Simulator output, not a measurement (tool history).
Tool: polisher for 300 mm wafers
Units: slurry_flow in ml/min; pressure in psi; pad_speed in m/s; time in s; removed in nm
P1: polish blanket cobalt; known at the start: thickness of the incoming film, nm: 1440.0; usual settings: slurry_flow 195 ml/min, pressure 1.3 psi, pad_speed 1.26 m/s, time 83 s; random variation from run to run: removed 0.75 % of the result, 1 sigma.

| run | day | slurry_flow | pressure | pad_speed | time | wafers polished on this pad | hours since the slurry nozzle was cleaned | hours since the head pressure was calibrated | removed |
|---|---|---|---|---|---|---|---|---|---|
| 1 | 0.362 | 195 | 1.3 | 1.26 | 83 | 919 | 342.8 | 265.8 | 366.38 |
| 2 | 1.004 | 300 | 1.3 | 1.26 | 83 | 1105 | 358.2 | 281.2 | 382.45 |
| 3 | 1.367 | 195 | 1.3 | 1.26 | 83 | 1210 | 366.9 | 289.9 | 370.48 |
| 4 | 1.754 | 245 | 1.7 | 1.26 | 83 | 1322 | 376.2 | 299.2 | 491.14 |
| 5 | 2.217 | 195 | 1.3 | 1.26 | 122 | 1456 | 387.3 | 310.3 | 548.60 |
| 6 | 2.712 | 195 | 1.3 | 1.26 | 83 | 1600 | 399.2 | 322.2 | 367.25 |
| 7 | 3.192 | 195 | 2.1 | 1.26 | 83 | 1739 | 410.7 | 333.7 | 598.19 |
| 8 | 3.638 | 115 | 1.3 | 1.26 | 83 | 1868 | 421.4 | 344.4 | 338.17 |
| 9 | 4.004 | 195 | 0.6 | 1.26 | 83 | 1974 | 430.2 | 353.2 | 169.21 |
| 10 | 4.433 | 195 | 1.3 | 1.26 | 83 | 2099 | 440.5 | 363.5 | 368.90 |
| 11 | 5.079 | 195 | 1.3 | 0.68 | 83 | 2286 | 456.0 | 379.0 | 199.20 |
| 12 | 5.579 | 195 | 1.3 | 1.26 | 83 | 2431 | 468.0 | 391.0 | 365.12 |
| 13 | 6.225 | 285 | 2.0 | 1.26 | 83 | 2618 | 483.5 | 406.5 | 591.67 |
| 14 | 6.758 | 195 | 1.3 | 1.26 | 83 | 2772 | 496.3 | 419.3 | 370.01 |
| 15 | 7.162 | 195 | 1.3 | 1.26 | 37 | 2889 | 506.0 | 429.0 | 164.63 |
| 16 | 7.492 | 195 | 1.3 | 1.78 | 83 | 2985 | 513.9 | 436.9 | 525.82 |
| 17 | 8.054 | 195 | 1.3 | 1.26 | 83 | 3148 | 527.4 | 450.4 | 369.75 |
| 18 | 8.483 | 195 | 1.3 | 1.26 | 83 | 3272 | 537.7 | 460.7 | 358.08 |
| 19 | 9.021 | 195 | 1.3 | 1.26 | 83 | 3428 | 550.6 | 473.6 | 355.06 |
| 20 | 9.575 | 195 | 1.3 | 1.26 | 83 | 3588 | 563.9 | 486.9 | 347.97 |
| 21 | 10.142 | 195 | 1.3 | 1.26 | 83 | 3753 | 577.5 | 500.5 | 344.68 |
|  | 10.521 | head pressure recalibrated |
| 22 | 10.783 | 195 | 1.3 | 1.26 | 83 | 3938 | 592.9 | 6.3 | 343.65 |
| 23 | 11.279 | 195 | 1.3 | 1.26 | 83 | 4082 | 604.8 | 18.2 | 343.50 |
| 24 | 11.783 | 195 | 1.3 | 1.26 | 83 | 4228 | 616.9 | 30.3 | 339.92 |
| 25 | 12.067 | 195 | 1.3 | 1.26 | 83 | 4310 | 623.7 | 37.1 | 342.32 |

What P1 gives has crept away from where it was. These 2 causes fit the log equally well, each at the size given:
A: slurry flow missing at the pad, % = 32.2
B: removal rate lost through wear of the pad, % = 6.17
The creep began at about day 8.054.
Why every other cause is out:
head's pressure below its setpoint, %: serviced at day 10.521, which brought nothing back

4 check runs are offered, each on 2 wafers whose results are averaged, their results left as question marks. Which one tells the causes apart?
| check 1 | 12.350 | 115 | 1.3 | 1.26 | 83 |  |  |  | ? |
| check 2 | 12.350 | 195 | 2.0 | 1.26 | 83 |  |  |  | ? |
| check 3 | 12.350 | 235 | 1.3 | 1.26 | 112 |  |  |  | ? |
| check 4 | 12.350 | 195 | 0.6 | 1.26 | 83 |  |  |  | ? |

What each check would give under each cause:
| check | result | if A | if B |
|---|---|---|---|
| check 1 | removed | 303.01 | 314.95 |
| check 2 | removed | 531.56 | 531.53 |
| check 3 | removed | 482.07 | 477.18 |
| check 4 | removed | 159.47 | 159.46 |
How far apart the two closest causes lie, in the result that separates them most: check 1 3.86 %; check 2 0.01 %; check 3 1.02 %; check 4 0.01 %
Check 1 tells the causes apart: in the others they would give nearly the same result.

Check 1 was then run and gave: removed 315.76 nm. Which cause is it?

It is B: removal rate lost through wear of the pad, %.
